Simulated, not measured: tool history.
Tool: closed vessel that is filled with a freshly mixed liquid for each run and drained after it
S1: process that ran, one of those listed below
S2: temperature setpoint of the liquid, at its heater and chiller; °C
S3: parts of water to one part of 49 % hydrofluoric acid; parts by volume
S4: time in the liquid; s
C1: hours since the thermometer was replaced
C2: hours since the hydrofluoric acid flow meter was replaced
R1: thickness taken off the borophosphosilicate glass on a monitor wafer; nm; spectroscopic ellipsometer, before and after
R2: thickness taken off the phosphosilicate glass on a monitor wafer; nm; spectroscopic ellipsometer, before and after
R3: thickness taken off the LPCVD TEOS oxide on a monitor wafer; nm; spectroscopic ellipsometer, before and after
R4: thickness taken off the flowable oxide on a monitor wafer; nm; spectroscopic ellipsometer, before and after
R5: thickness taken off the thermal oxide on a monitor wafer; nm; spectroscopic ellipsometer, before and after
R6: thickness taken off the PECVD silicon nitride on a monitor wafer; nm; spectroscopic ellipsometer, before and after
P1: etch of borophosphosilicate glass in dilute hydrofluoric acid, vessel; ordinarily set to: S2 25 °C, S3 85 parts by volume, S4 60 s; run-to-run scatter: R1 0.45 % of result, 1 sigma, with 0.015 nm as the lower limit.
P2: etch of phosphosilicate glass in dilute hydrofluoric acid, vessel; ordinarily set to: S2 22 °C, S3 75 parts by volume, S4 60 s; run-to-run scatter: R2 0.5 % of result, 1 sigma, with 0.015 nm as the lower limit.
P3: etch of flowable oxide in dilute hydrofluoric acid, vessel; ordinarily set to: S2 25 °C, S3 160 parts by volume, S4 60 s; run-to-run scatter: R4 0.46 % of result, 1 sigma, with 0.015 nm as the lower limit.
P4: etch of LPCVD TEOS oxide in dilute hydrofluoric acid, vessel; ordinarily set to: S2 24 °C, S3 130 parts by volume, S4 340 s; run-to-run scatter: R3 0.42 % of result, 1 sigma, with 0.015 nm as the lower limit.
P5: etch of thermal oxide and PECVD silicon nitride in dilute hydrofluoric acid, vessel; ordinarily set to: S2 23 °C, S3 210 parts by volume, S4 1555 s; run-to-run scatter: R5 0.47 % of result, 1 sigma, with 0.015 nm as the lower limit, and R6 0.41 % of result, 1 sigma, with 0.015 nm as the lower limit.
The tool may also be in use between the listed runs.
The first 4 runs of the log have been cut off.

{"run": 5, "hour": 23.2, "S1": "P3", "S2": 25, "S3": 160, "S4": 95, "C1": 766, "C2": 906.5, "R4": 25.33}
{"run": 6, "hour": 26.7, "S1": "P1", "S2": 25, "S3": 85, "S4": 60, "C1": 769.5, "C2": 910, "R1": 40.422}
{"run": 7, "hour": 31.4, "S1": "P2", "S2": 22, "S3": 75, "S4": 60, "C1": 774.2, "C2": 914.7, "R2": 150.41}
{"run": 8, "hour": 36.5, "S1": "P1", "S2": 25, "S3": 60, "S4": 115, "C1": 779.3, "C2": 919.8, "R1": 114.52}
{"run": 9, "hour": 40.5, "S1": "P1", "S2": 32, "S3": 85, "S4": 60, "C1": 783.3, "C2": 923.8, "R1": 53.495}
{"run": 10, "hour": 45.6, "S1": "P4", "S2": 24, "S3": 130, "S4": 570, "C1": 788.4, "C2": 928.9, "R3": 71.144}
{"run": 11, "hour": 49.8, "S1": "P1", "S2": 25, "S3": 85, "S4": 60, "C1": 792.6, "C2": 933.1, "R1": 40.658}
{"run": 12, "hour": 55.4, "S1": "P5", "S2": 23, "S3": 210, "S4": 1555, "C1": 798.2, "C2": 938.7, "R5": 29.843, "R6": 12.197}
{"run": 13, "hour": 58.6, "S1": "P2", "S2": 22, "S3": 75, "S4": 30, "C1": 801.4, "C2": 941.9, "R2": 75.187}
{"run": 14, "hour": 62.2, "S1": "P3", "S2": 20, "S3": 160, "S4": 60, "C1": 805, "C2": 945.5, "R4": 13.088}
{"run": 15, "hour": 65.6, "S1": "P3", "S2": 25, "S3": 265, "S4": 60, "C1": 808.4, "C2": 948.9, "R4": 8.6387}
{"run": 16, "hour": 70.9, "S1": "P1", "S2": 17.5, "S3": 85, "S4": 60, "C1": 813.7, "C2": 954.2, "R1": 30.141}
{"run": 17, "hour": 76.7, "S1": "P1", "S2": 25, "S3": 85, "S4": 95, "C1": 819.5, "C2": 960, "R1": 64.661}

Run 18 has not been measured yet. What should we expect?
{"run": 18, "hour": 80.9, "S1": "P5", "S2": 23, "S3": 55, "S4": 1555, "C1": 823.7, "C2": 964.2, "R5": "?", "R6": "?"}

{"run 18": {"R5": 135.95, "R6": 45.662}}
